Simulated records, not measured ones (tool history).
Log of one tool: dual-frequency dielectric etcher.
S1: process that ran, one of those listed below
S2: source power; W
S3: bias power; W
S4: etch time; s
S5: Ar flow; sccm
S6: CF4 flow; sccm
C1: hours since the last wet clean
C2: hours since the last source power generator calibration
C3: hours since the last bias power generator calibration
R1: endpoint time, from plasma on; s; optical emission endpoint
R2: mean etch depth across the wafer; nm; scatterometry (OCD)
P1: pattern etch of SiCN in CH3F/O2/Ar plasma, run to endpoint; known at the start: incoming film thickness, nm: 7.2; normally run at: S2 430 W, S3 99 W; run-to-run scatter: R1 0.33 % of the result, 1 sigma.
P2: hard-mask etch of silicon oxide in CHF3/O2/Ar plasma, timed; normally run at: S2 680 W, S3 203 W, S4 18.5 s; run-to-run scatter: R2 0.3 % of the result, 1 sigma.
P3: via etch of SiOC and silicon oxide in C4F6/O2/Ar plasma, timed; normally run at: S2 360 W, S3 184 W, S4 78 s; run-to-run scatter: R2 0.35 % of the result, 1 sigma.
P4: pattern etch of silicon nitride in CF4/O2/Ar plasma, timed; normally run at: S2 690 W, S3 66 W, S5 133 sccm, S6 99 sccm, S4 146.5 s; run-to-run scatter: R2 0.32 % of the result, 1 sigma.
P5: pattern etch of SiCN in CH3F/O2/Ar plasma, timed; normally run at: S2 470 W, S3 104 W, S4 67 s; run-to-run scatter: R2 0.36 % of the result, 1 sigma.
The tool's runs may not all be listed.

run 1 day=0.271 | S1=P1 S2=430 S3=99 | C1=342.2 C2=625.9 C3=1607.7 | R1=16.927
run 2 day=0.712 | S1=P1 S2=430 S3=99 | C1=352.8 C2=636.5 C3=1618.3 | R1=16.907
run 3 day=0.958 | S1=P1 S2=310 S3=135 | C1=358.7 C2=642.4 C3=1624.2 | R1=16.956
run 4 day=1.362 | S1=P2 S2=680 S3=121 S4=18.5 | C1=368.4 C2=652.1 C3=1633.9 | R2=33.964
run 5 day=1.658 | S1=P2 S2=680 S3=203 S4=18.5 | C1=375.5 C2=659.2 C3=1641 | R2=40.014
run 6 day=2.096 | S1=P4 S2=690 S3=66 S4=146.5 S5=133 S6=99 | C1=386 C2=669.7 C3=1651.5 | R2=379.55
run 7 day=2.354 | S1=P4 S2=690 S3=66 S4=146.5 S5=133 S6=62 | C1=392.2 C2=675.9 C3=1657.7 | R2=356.42
run 8 day=2.804 | S1=P1 S2=430 S3=68 | C1=403 C2=686.7 C3=1668.5 | R1=19.24
run 9 day=3.283 | S1=P1 S2=430 S3=99 | C1=414.5 C2=698.2 C3=1680 | R1=16.925
run 10 day=3.596 | S1=P2 S2=680 S3=203 S4=18.5 | C1=422 C2=705.7 C3=1687.5 | R2=39.914
run 11 day=3.954 | S1=P1 S2=590 S3=99 | C1=430.6 C2=714.3 C3=1696.1 | R1=14.996
run 12 day=4.454 | S1=P4 S2=690 S3=66 S4=146.5 S5=165 S6=99 | C1=442.6 C2=726.3 C3=1708.1 | R2=369.55
run 13 day=4.679 | S1=P4 S2=690 S3=48 S4=146.5 S5=133 S6=99 | C1=448 C2=731.7 C3=1713.5 | R2=336.37
run 14 day=5.183 | S1=P2 S2=680 S3=203 S4=10 | C1=460.1 C2=743.8 C3=1725.6 | R2=21.562
run 15 day=5.65 | S1=P1 S2=430 S3=99 | C1=471.3 C2=755 C3=1736.8 | R1=16.81
run 16 day=5.979 | S1=P1 S2=560 S3=131 | C1=479.2 C2=762.9 C3=1744.7 | R1=13.865
run 17 day=6.304 | S1=P3 S2=360 S3=184 S4=53 | C1=487 C2=770.7 C3=1752.5 | R2=59.287
run 18 day=6.725 | S1=P4 S2=690 S3=66 S4=95.5 S5=133 S6=99 | C1=497.1 C2=780.8 C3=1762.6 | R2=248.2
run 19 day=7.075 | S1=P5 S2=470 S3=104 S4=43 | C1=505.5 C2=789.2 C3=1771 | R2=19.14
run 20 day=7.579 | S1=P1 S2=430 S3=99 | C1=517.6 C2=801.3 C3=1783.1 | R1=16.949
run 21 day=7.938 | S1=P3 S2=270 S3=184 S4=78 | C1=526.2 C2=809.9 C3=1791.7 | R2=77.627
run 22 day=8.338 | S1=P3 S2=360 S3=184 S4=78 | C1=535.8 C2=819.5 C3=1801.3 | R2=87.522
run 23 day=8.562 | S1=P1 S2=280 S3=99 | C1=541.2 C2=824.9 C3=1806.7 | R1=19.777
run 24 day=8.988 | S1=P5 S2=470 S3=104 S4=67 | C1=551.4 C2=835.1 C3=1816.9 | R2=29.759
run 25 day=9.362 | S1=P3 S2=360 S3=230 S4=78 | C1=560.4 C2=844.1 C3=1825.9 | R2=93.332
run 26 day=9.842 | S1=P4 S2=860 S3=66 S4=146.5 S5=133 S6=99 | C1=571.9 C2=855.6 C3=1837.4 | R2=459.92
-- day=10.038 bias power generator calibrated
run 27 day=10.112 | S1=P2 S2=880 S3=203 S4=18.5 | C1=578.4 C2=862.1 C3=1.8 | R2=44.126
run 28 day=10.338 | S1=P1 S2=510 S3=121 | C1=583.8 C2=867.5 C3=7.2 | R1=14.771
run 29 day=10.588 | S1=P1 S2=430 S3=99 | C1=589.8 C2=873.5 C3=13.2 | R1=16.924
run 30 day=11.071 | S1=P5 S2=470 S3=104 S4=67 | C1=601.4 C2=885.1 C3=24.8 | R2=29.598
run 31 day=11.317 | S1=P1 S2=430 S3=99 | C1=607.3 C2=891 C3=30.7 | R1=16.879
run 32 day=11.533 | S1=P5 S2=470 S3=69 S4=67 | C1=612.5 C2=896.2 C3=35.9 | R2=25.813
run 33 day=11.879 | S1=P1 S2=430 S3=133 | C1=620.8 C2=904.5 C3=44.2 | R1=15.184
run 34 day=12.2 | S1=P5 S2=300 S3=104 S4=67 | C1=628.5 C2=912.2 C3=51.9 | R2=25.524
run 35 day=12.583 | S1=P1 S2=430 S3=99 | C1=637.7 C2=921.4 C3=61.1 | R1=16.872
run 36 day=12.912 | S1=P1 S2=430 S3=99 | C1=645.6 C2=929.3 C3=69 | R1=16.957
run 37 day=13.4 | S1=P1 S2=430 S3=99 | C1=657.3 C2=941 C3=80.7 | R1=17.052
run 38 day=13.654 | S1=P1 S2=430 S3=99 | C1=663.4 C2=947.1 C3=86.8 | R1=17.123
-- day=13.983 wet clean of the chamber
run 39 day=14.15 | S1=P1 S2=430 S3=99 | C1=4 C2=959 C3=98.7 | R1=17.085
run 40 day=14.475 | S1=P1 S2=430 S3=99 | C1=11.8 C2=966.8 C3=106.5 | R1=17.132
run 41 day=14.754 | S1=P1 S2=430 S3=99 | C1=18.5 C2=973.5 C3=113.2 | R1=17.149
run 42 day=15.071 | S1=P1 S2=430 S3=99 | C1=26.1 C2=981.1 C3=120.8 | R1=17.116
run 43 day=15.404 | S1=P1 S2=430 S3=99 | C1=34.1 C2=989.1 C3=128.8 | R1=17.239
run 44 day=15.817 | S1=P1 S2=430 S3=99 | C1=44 C2=999 C3=138.7 | R1=17.178
run 45 day=16.312 | S1=P1 S2=430 S3=99 | C1=55.9 C2=1010.9 C3=150.6 | R1=17.256

What P1 gives has crept away from where it was. These 2 causes fit the log equally well, each at the size given:
A: bias power that arrives under what is set, % = 4.29
B: source power that arrives under what is set, % = 4.33
The creep began at about day 12.583.
Why every other cause is out:
chamber walls in a state that lowers the etch rate, %: serviced at day 13.983, which brought nothing back

4 check runs are offered, each on 2 wafers whose results are averaged, their results left as question marks. Which one tells the causes apart?
run check 1 day=16.808 | S1=P4 S2=690 S3=66 S4=95.5 S5=133 S6=99 | R2=?
run check 2 day=16.808 | S1=P2 S2=680 S3=121 S4=18.5 | R2=?
run check 3 day=16.808 | S1=P3 S2=280 S3=184 S4=78 | R2=?
run check 4 day=16.808 | S1=P5 S2=470 S3=89 S4=49.5 | R2=?

What each check would give under each cause:
check=check_1 result=R2 if_A=243.53 if_B=238.55
check=check_2 result=R2 if_A=33.39 if_B=33.253
check=check_3 result=R2 if_A=77.899 if_B=77.704
check=check_4 result=R2 if_A=20.534 if_B=20.523
How far apart the two closest causes lie, in the result that separates them most: check 1 2.07 %; check 2 0.41 %; check 3 0.25 %; check 4 0.05 %
Only check 1 tells the causes apart: in the others they would give nearly the same result.

Check 1 was then run and gave: R2 238.53 nm. Which cause is it?

It is B: source power that arrives under what is set, %.
